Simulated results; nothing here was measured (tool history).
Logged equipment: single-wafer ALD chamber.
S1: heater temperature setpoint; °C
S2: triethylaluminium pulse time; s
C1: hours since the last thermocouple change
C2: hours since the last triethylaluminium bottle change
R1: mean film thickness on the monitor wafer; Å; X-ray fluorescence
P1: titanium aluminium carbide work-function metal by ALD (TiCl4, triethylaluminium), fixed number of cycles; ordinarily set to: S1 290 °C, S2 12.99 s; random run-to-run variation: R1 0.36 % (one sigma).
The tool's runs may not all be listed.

Run 1, hour 10.4: S1 290 °C, S2 12.99 s; C1 545.5; C2 198.5. Result: R1 19.818 Å.
Run 2, hour 17.3: S1 290 °C, S2 18.28 s; C1 552.4; C2 205.4. Result: R1 20.047 Å.
Run 3, hour 27.7: S1 266 °C, S2 12.99 s; C1 562.8; C2 215.8. Result: R1 17.703 Å.
Run 4, hour 34.4: S1 290 °C, S2 12.99 s; C1 569.5; C2 222.5. Result: R1 19.805 Å.
Run 5, hour 47: S1 301 °C, S2 6.2 s; C1 582.1; C2 235.1. Result: R1 18.69 Å.
Run 6, hour 60.6: S1 290 °C, S2 12.99 s; C1 595.7; C2 248.7. Result: R1 19.854 Å.
Run 7, hour 73.2: S1 290 °C, S2 12.99 s; C1 608.3; C2 261.3. Result: R1 19.821 Å.
Run 8, hour 84.5: S1 290 °C, S2 12.99 s; C1 619.6; C2 272.6. Result: R1 19.673 Å.
Run 9, hour 97.2: S1 308 °C, S2 7.79 s; C1 632.3; C2 285.3. Result: R1 20.296 Å.
Run 10, hour 110.9: S1 314 °C, S2 12.99 s; C1 646; C2 299. Result: R1 22.049 Å.

The next listed run, before its measurement:
Run 11, hour 123: S1 290 °C, S2 5.84 s; C1 658.1; C2 311.1. Result: R1 ?.

R1: 17.472 Å
